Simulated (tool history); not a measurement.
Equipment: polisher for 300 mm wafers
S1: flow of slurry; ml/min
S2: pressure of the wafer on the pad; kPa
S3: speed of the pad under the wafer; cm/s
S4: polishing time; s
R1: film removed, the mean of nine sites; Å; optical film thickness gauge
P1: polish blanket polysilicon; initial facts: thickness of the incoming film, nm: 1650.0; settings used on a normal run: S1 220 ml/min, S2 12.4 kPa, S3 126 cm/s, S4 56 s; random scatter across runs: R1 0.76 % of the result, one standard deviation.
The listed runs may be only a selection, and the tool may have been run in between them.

run 1 day=0.262 | S1=220 S2=12.4 S3=126 S4=56 | R1=4256.1
run 2 day=0.454 | S1=335 S2=9 S3=126 S4=56 | R1=3220.9
run 3 day=0.612 | S1=220 S2=7.6 S3=126 S4=42 | R1=1940.7
run 4 day=0.829 | S1=220 S2=12.4 S3=126 S4=56 | R1=4283.7
run 5 day=1.133 | S1=220 S2=6.9 S3=126 S4=56 | R1=2346
run 6 day=1.45 | S1=130 S2=12.4 S3=126 S4=56 | R1=3887.6
run 7 day=1.683 | S1=220 S2=12.4 S3=126 S4=84 | R1=6396.7
run 8 day=1.879 | S1=165 S2=7.6 S3=126 S4=56 | R1=2517.6
run 9 day=2.05 | S1=220 S2=19.3 S3=126 S4=56 | R1=6628.9
run 10 day=2.271 | S1=220 S2=12.4 S3=126 S4=56 | R1=4195.5
run 11 day=2.521 | S1=220 S2=12.4 S3=126 S4=56 | R1=4247.2
run 12 day=2.671 | S1=220 S2=12.4 S3=126 S4=56 | R1=4195.1

For run 13, what comes out?
run 13 day=2.846 | S1=300 S2=12.4 S3=126 S4=56 | R1=?

{"run 13": {"R1": 4380.5}}
